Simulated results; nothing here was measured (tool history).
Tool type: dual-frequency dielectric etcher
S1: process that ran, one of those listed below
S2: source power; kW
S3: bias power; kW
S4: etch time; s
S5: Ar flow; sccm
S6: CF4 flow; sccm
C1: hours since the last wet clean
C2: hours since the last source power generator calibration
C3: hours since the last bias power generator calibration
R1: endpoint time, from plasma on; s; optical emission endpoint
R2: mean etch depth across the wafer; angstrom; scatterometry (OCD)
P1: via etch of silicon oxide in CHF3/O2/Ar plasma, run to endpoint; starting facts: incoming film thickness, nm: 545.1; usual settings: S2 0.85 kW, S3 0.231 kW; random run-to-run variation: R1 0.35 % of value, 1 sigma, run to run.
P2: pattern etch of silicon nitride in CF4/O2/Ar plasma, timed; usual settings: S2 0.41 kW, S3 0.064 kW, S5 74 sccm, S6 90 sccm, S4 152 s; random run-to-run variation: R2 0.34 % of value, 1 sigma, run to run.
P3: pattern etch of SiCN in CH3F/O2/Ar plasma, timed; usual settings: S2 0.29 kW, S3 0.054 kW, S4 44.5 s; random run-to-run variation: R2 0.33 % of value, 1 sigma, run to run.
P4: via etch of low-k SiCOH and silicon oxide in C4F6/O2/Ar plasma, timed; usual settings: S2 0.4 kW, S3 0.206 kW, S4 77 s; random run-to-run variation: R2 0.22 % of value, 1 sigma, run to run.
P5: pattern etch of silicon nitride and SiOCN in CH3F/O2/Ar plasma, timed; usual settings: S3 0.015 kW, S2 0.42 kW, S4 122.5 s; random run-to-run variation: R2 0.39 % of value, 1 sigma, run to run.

run 1 hour=5 | S1=P1 S2=0.85 S3=0.231 | C1=382.8 C2=506.1 C3=1777.3 | R1=223.53
run 2 hour=9 | S1=P3 S2=0.2 S3=0.054 S4=44.5 | C1=386.8 C2=510.1 C3=1781.3 | R2=113.87
run 3 hour=15.7 | S1=P3 S2=0.29 S3=0.035 S4=44.5 | C1=393.5 C2=516.8 C3=1788 | R2=113.74
run 4 hour=21.9 | S1=P2 S2=0.29 S3=0.064 S4=152 S5=74 S6=90 | C1=399.7 C2=523 C3=1794.2 | R2=2034
run 5 hour=27.7 | S1=P1 S2=0.85 S3=0.231 | C1=405.5 C2=528.8 C3=1800 | R1=224.44
run 6 hour=34.3 | S1=P1 S2=0.85 S3=0.138 | C1=412.1 C2=535.4 C3=1806.6 | R1=264.63
run 7 hour=39.3 | S1=P1 S2=1.03 S3=0.231 | C1=417.1 C2=540.4 C3=1811.6 | R1=206.96
run 8 hour=43.4 | S1=P1 S2=0.85 S3=0.231 | C1=421.2 C2=544.5 C3=1815.7 | R1=222.11
run 9 hour=47.6 | S1=P5 S2=0.42 S3=0.011 S4=122.5 | C1=425.4 C2=548.7 C3=1819.9 | R2=123.48
run 10 hour=53 | S1=P2 S2=0.41 S3=0.064 S4=152 S5=74 S6=90 | C1=430.8 C2=554.1 C3=1825.3 | R2=2728.3
run 11 hour=59.6 | S1=P2 S2=0.41 S3=0.064 S4=152 S5=54 S6=90 | C1=437.4 C2=560.7 C3=1831.9 | R2=2834.1
run 12 hour=62.9 | S1=P1 S2=0.85 S3=0.286 | C1=440.7 C2=564 C3=1835.2 | R1=207.06
run 13 hour=68.1 | S1=P2 S2=0.41 S3=0.09 S4=152 S5=74 S6=90 | C1=445.9 C2=569.2 C3=1840.4 | R2=3140.2
run 14 hour=71.5 | S1=P3 S2=0.29 S3=0.054 S4=61 | C1=449.3 C2=572.6 C3=1843.8 | R2=179.62
-- hour=72.8 source power generator calibrated
run 15 hour=75 | S1=P4 S2=0.4 S3=0.206 S4=77 | C1=452.8 C2=2.2 C3=1847.3 | R2=2202.2
run 16 hour=80.6 | S1=P2 S2=0.41 S3=0.064 S4=85 S5=74 S6=90 | C1=458.4 C2=7.8 C3=1852.9 | R2=1536.7
run 17 hour=85.8 | S1=P1 S2=0.85 S3=0.231 | C1=463.6 C2=13 C3=1858.1 | R1=223.11
run 18 hour=93.2 | S1=P1 S2=0.85 S3=0.231 | C1=471 C2=20.4 C3=1865.5 | R1=223.51
run 19 hour=97.4 | S1=P5 S2=0.42 S3=0.015 S4=174.5 | C1=475.2 C2=24.6 C3=1869.7 | R2=197.86
run 20 hour=104.2 | S1=P2 S2=0.41 S3=0.064 S4=152 S5=74 S6=57 | C1=482 C2=31.4 C3=1876.5 | R2=2625.2
run 21 hour=107.7 | S1=P5 S2=0.56 S3=0.015 S4=122.5 | C1=485.5 C2=34.9 C3=1880 | R2=153.36
run 22 hour=111.9 | S1=P1 S2=0.61 S3=0.163 | C1=489.7 C2=39.1 C3=1884.2 | R1=286.53
run 23 hour=115.6 | S1=P1 S2=0.85 S3=0.231 | C1=493.4 C2=42.8 C3=1887.9 | R1=223.07
run 24 hour=121.3 | S1=P1 S2=0.66 S3=0.231 | C1=499.1 C2=48.5 C3=1893.6 | R1=246.16
run 25 hour=127.5 | S1=P1 S2=0.85 S3=0.231 | C1=505.3 C2=54.7 C3=1899.8 | R1=222.48
run 26 hour=130.8 | S1=P1 S2=1.1 S3=0.314 | C1=508.6 C2=58 C3=1903.1 | R1=181.62
run 27 hour=137.3 | S1=P4 S2=0.4 S3=0.206 S4=112.5 | C1=515.1 C2=64.5 C3=1909.6 | R2=3213
run 28 hour=142.3 | S1=P4 S2=0.4 S3=0.291 S4=77 | C1=520.1 C2=69.5 C3=1914.6 | R2=2479.3
run 29 hour=148.5 | S1=P4 S2=0.26 S3=0.206 S4=77 | C1=526.3 C2=75.7 C3=1920.8 | R2=1874.9
run 30 hour=155.2 | S1=P1 S2=0.69 S3=0.309 | C1=533 C2=82.4 C3=1927.5 | R1=217.43
run 31 hour=158.9 | S1=P5 S2=0.42 S3=0.015 S4=122.5 | C1=536.7 C2=86.1 C3=1931.2 | R2=139.02
run 32 hour=163.6 | S1=P3 S2=0.29 S3=0.054 S4=44.5 | C1=541.4 C2=90.8 C3=1935.9 | R2=130.75
run 33 hour=169.8 | S1=P1 S2=0.85 S3=0.231 | C1=547.6 C2=97 C3=1942.1 | R1=224.02
run 34 hour=173.1 | S1=P1 S2=0.85 S3=0.231 | C1=550.9 C2=100.3 C3=1945.4 | R1=224.57
run 35 hour=176.5 | S1=P1 S2=0.85 S3=0.231 | C1=554.3 C2=103.7 C3=1948.8 | R1=226.6
run 36 hour=182.2 | S1=P1 S2=0.85 S3=0.231 | C1=560 C2=109.4 C3=1954.5 | R1=227.09
-- hour=188.4 wet clean of the chamber
run 37 hour=189.1 | S1=P1 S2=0.85 S3=0.231 | C1=0.7 C2=116.3 C3=1961.4 | R1=227.04
run 38 hour=192.4 | S1=P1 S2=0.85 S3=0.231 | C1=4 C2=119.6 C3=1964.7 | R1=226.65
run 39 hour=195.6 | S1=P1 S2=0.85 S3=0.231 | C1=7.2 C2=122.8 C3=1967.9 | R1=227.38
run 40 hour=202.8 | S1=P1 S2=0.85 S3=0.231 | C1=14.4 C2=130 C3=1975.1 | R1=227.41

P1 has crept away from where it was. The log is fitted equally well by each of these 2 causes, at the sizes shown:
A: bias power that arrives under what is set, % = 4.93
B: source power that arrives under what is set, % = 4.47
Creep in the process output first set in at about hour 169.8.
Every other cause this tool's parts could produce, and why it does not fit the log:
chamber walls in a state that lowers the etch rate, %: was serviced at hour 188.4, once the creep was under way, yet the earlier output never came back

Consider the 4 check runs below, whose results appear as question marks and each of which averages 2 wafers. Which one distinguishes the causes, in that each cause would give it a clearly different result?
run check 1 hour=210 | S1=P2 S2=0.32 S3=0.064 S4=152 S5=55 S6=90 | R2=?
run check 2 hour=210 | S1=P3 S2=0.29 S3=0.038 S4=59.5 | R2=?
run check 3 hour=210 | S1=P5 S2=0.51 S3=0.015 S4=122.5 | R2=?
run check 4 hour=210 | S1=P4 S2=0.4 S3=0.244 S4=100.5 | R2=?

Predicted outcomes, by check and by cause:
check=check_1 result=R2 if_A=2234.4 if_B=2189.2
check=check_2 result=R2 if_A=153.79 if_B=153.44
check=check_3 result=R2 if_A=146.12 if_B=146.59
check=check_4 result=R2 if_A=2996.3 if_B=2994.5
How far apart the two closest causes lie, in the result that separates them most: check 1 2.04 %; check 2 0.23 %; check 3 0.32 %; check 4 0.06 %
Only check 1 tells the causes apart: in the others they would give nearly the same result.

Then check 1 was run and gave: R2 2235.5 angstrom. Which cause is it?

It was cause A: bias power that arrives under what is set, %.
